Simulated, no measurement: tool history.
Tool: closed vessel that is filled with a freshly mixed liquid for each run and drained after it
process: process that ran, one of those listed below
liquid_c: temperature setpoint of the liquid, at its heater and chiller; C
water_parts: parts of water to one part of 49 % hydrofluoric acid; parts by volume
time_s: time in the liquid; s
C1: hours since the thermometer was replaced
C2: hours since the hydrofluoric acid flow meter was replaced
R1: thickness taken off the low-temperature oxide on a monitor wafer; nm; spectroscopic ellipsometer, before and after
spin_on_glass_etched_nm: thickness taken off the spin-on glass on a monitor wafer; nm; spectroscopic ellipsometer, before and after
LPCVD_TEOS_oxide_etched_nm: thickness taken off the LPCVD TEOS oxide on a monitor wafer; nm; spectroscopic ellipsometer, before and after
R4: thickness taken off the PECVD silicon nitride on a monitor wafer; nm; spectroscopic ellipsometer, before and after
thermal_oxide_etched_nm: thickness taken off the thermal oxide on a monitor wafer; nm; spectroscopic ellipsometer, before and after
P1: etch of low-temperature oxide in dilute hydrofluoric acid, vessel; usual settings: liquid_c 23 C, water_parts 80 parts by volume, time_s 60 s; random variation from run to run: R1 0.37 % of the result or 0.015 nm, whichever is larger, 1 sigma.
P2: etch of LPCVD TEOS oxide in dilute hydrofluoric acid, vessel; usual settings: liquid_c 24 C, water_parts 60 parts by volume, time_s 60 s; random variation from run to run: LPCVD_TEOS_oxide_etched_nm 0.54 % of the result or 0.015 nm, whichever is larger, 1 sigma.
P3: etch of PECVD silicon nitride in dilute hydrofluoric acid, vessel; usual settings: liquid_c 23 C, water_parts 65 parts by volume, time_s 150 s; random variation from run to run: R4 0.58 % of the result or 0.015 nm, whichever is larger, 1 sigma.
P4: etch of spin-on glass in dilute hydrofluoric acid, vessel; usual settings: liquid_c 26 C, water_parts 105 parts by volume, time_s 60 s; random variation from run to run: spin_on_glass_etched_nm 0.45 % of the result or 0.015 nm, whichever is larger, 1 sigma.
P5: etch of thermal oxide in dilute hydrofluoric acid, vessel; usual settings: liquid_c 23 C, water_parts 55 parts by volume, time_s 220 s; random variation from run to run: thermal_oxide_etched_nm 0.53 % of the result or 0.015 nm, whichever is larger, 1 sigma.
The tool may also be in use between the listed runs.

run 1 hour=12.6 | process=P1 liquid_c=23 water_parts=80 time_s=60 | C1=522.8 C2=321.1 | R1=22.348
run 2 hour=25.1 | process=P4 liquid_c=26 water_parts=45 time_s=60 | C1=535.3 C2=333.6 | spin_on_glass_etched_nm=107.54
run 3 hour=43 | process=P1 liquid_c=26.5 water_parts=80 time_s=60 | C1=553.2 C2=351.5 | R1=25.77
run 4 hour=52.3 | process=P2 liquid_c=24 water_parts=60 time_s=60 | C1=562.5 C2=360.8 | LPCVD_TEOS_oxide_etched_nm=39.953
run 5 hour=62.4 | process=P3 liquid_c=23 water_parts=65 time_s=150 | C1=572.6 C2=370.9 | R4=9.0362
run 6 hour=79.9 | process=P2 liquid_c=24 water_parts=95 time_s=60 | C1=590.1 C2=388.4 | LPCVD_TEOS_oxide_etched_nm=23.978
run 7 hour=89.3 | process=P4 liquid_c=26 water_parts=105 time_s=60 | C1=599.5 C2=397.8 | spin_on_glass_etched_nm=42.832
run 8 hour=98.2 | process=P3 liquid_c=23 water_parts=95 time_s=150 | C1=608.4 C2=406.7 | R4=6.1874
run 9 hour=111.3 | process=P4 liquid_c=31 water_parts=105 time_s=60 | C1=621.5 C2=419.8 | spin_on_glass_etched_nm=51.334
run 10 hour=127.2 | process=P5 liquid_c=23 water_parts=95 time_s=220 | C1=637.4 C2=435.7 | thermal_oxide_etched_nm=10.808
run 11 hour=141.2 | process=P2 liquid_c=24 water_parts=60 time_s=60 | C1=651.4 C2=449.7 | LPCVD_TEOS_oxide_etched_nm=39.793
run 12 hour=152.1 | process=P1 liquid_c=23 water_parts=140 time_s=60 | C1=662.3 C2=460.6 | R1=11.947
run 13 hour=161 | process=P5 liquid_c=23 water_parts=55 time_s=370 | C1=671.2 C2=469.5 | thermal_oxide_etched_nm=33.632
run 14 hour=169.8 | process=P1 liquid_c=23 water_parts=80 time_s=60 | C1=680 C2=478.3 | R1=22.468
run 15 hour=178.3 | process=P4 liquid_c=26 water_parts=105 time_s=110 | C1=688.5 C2=486.8 | spin_on_glass_etched_nm=78.366
-- hour=181.3 thermometer replaced
run 16 hour=189.1 | process=P5 liquid_c=28 water_parts=55 time_s=220 | C1=7.8 C2=497.6 | thermal_oxide_etched_nm=24.076
run 17 hour=199 | process=P1 liquid_c=23 water_parts=80 time_s=60 | C1=17.7 C2=507.5 | R1=22.619
run 18 hour=211.5 | process=P1 liquid_c=17 water_parts=80 time_s=60 | C1=30.2 C2=520 | R1=17.514
run 19 hour=224.7 | process=P5 liquid_c=23 water_parts=55 time_s=220 | C1=43.4 C2=533.2 | thermal_oxide_etched_nm=19.748
run 20 hour=241.5 | process=P3 liquid_c=17 water_parts=65 time_s=150 | C1=60.2 C2=550 | R4=5.8642
run 21 hour=258.5 | process=P1 liquid_c=23 water_parts=80 time_s=60 | C1=77.2 C2=567 | R1=22.463
run 22 hour=272.9 | process=P1 liquid_c=17 water_parts=80 time_s=30 | C1=91.6 C2=581.4 | R1=8.7747
run 23 hour=286.7 | process=P1 liquid_c=23 water_parts=80 time_s=115 | C1=105.4 C2=595.2 | R1=43.249
run 24 hour=304 | process=P1 liquid_c=23 water_parts=80 time_s=60 | C1=122.7 C2=612.5 | R1=22.47
run 25 hour=314.3 | process=P1 liquid_c=19 water_parts=80 time_s=100 | C1=133 C2=622.8 | R1=31.713
run 26 hour=324.2 | process=P1 liquid_c=23 water_parts=25 time_s=60 | C1=142.9 C2=632.7 | R1=77.611
run 27 hour=342.3 | process=P2 liquid_c=17 water_parts=60 time_s=60 | C1=161 C2=650.8 | LPCVD_TEOS_oxide_etched_nm=29.417
run 28 hour=356.2 | process=P1 liquid_c=23 water_parts=80 time_s=30 | C1=174.9 C2=664.7 | R1=11.25
run 29 hour=372.4 | process=P2 liquid_c=24 water_parts=60 time_s=115 | C1=191.1 C2=680.9 | LPCVD_TEOS_oxide_etched_nm=76.442
run 30 hour=390.3 | process=P3 liquid_c=23 water_parts=65 time_s=45 | C1=209 C2=698.8 | R4=2.653
run 31 hour=404.6 | process=P3 liquid_c=23 water_parts=65 time_s=150 | C1=223.3 C2=713.1 | R4=9.0174
run 32 hour=422.2 | process=P1 liquid_c=23 water_parts=40 time_s=30 | C1=240.9 C2=730.7 | R1=23.621
run 33 hour=436.2 | process=P1 liquid_c=23 water_parts=80 time_s=60 | C1=254.9 C2=744.7 | R1=22.433
run 34 hour=454.9 | process=P1 liquid_c=23 water_parts=80 time_s=60 | C1=273.6 C2=763.4 | R1=23.607
run 35 hour=463.9 | process=P1 liquid_c=23 water_parts=80 time_s=60 | C1=282.6 C2=772.4 | R1=23.769
run 36 hour=475.9 | process=P1 liquid_c=23 water_parts=80 time_s=60 | C1=294.6 C2=784.4 | R1=24.112
run 37 hour=491.5 | process=P1 liquid_c=23 water_parts=80 time_s=60 | C1=310.2 C2=800 | R1=24.287
run 38 hour=507.8 | process=P1 liquid_c=23 water_parts=80 time_s=60 | C1=326.5 C2=816.3 | R1=24.146
run 39 hour=520.8 | process=P1 liquid_c=23 water_parts=80 time_s=60 | C1=339.5 C2=829.3 | R1=24.466
run 40 hour=536.6 | process=P1 liquid_c=23 water_parts=80 time_s=60 | C1=355.3 C2=845.1 | R1=24.394

What P1 gives has crept away from where it was. These 2 causes fit the log equally well, each at the size given:
A: hydrofluoric acid flow above the setpoint (%) = 7.88
B: liquid hotter than its thermometer reads (K) = 2.07
The creep began at about hour 436.2.

4 check runs are offered, one wafer each, their results left as question marks. Which one tells the causes apart?
run check 1 hour=552.4 | process=P5 liquid_c=23 water_parts=55 time_s=220 | thermal_oxide_etched_nm=?
run check 2 hour=552.4 | process=P2 liquid_c=24 water_parts=60 time_s=60 | LPCVD_TEOS_oxide_etched_nm=?
run check 3 hour=552.4 | process=P4 liquid_c=26 water_parts=105 time_s=60 | spin_on_glass_etched_nm=?
run check 4 hour=552.4 | process=P3 liquid_c=23 water_parts=65 time_s=150 | R4=?

What each check would give under each cause:
check=check_1 result=thermal_oxide_etched_nm if_A=21.442 if_B=21.522
check=check_2 result=LPCVD_TEOS_oxide_etched_nm if_A=43.211 if_B=43.308
check=check_3 result=spin_on_glass_etched_nm if_A=46.515 if_B=46.225
check=check_4 result=R4 if_A=9.6681 if_B=10.309
How far apart the two closest causes lie, in the result that separates them most: check 1 0.37 %; check 2 0.23 %; check 3 0.63 %; check 4 6.42 %
Check 4 tells the causes apart: in the others they would give nearly the same result.

Then check 4 was run and gave: R4 10.316 nm. Which cause is it?

It is B: liquid hotter than its thermometer reads (K).
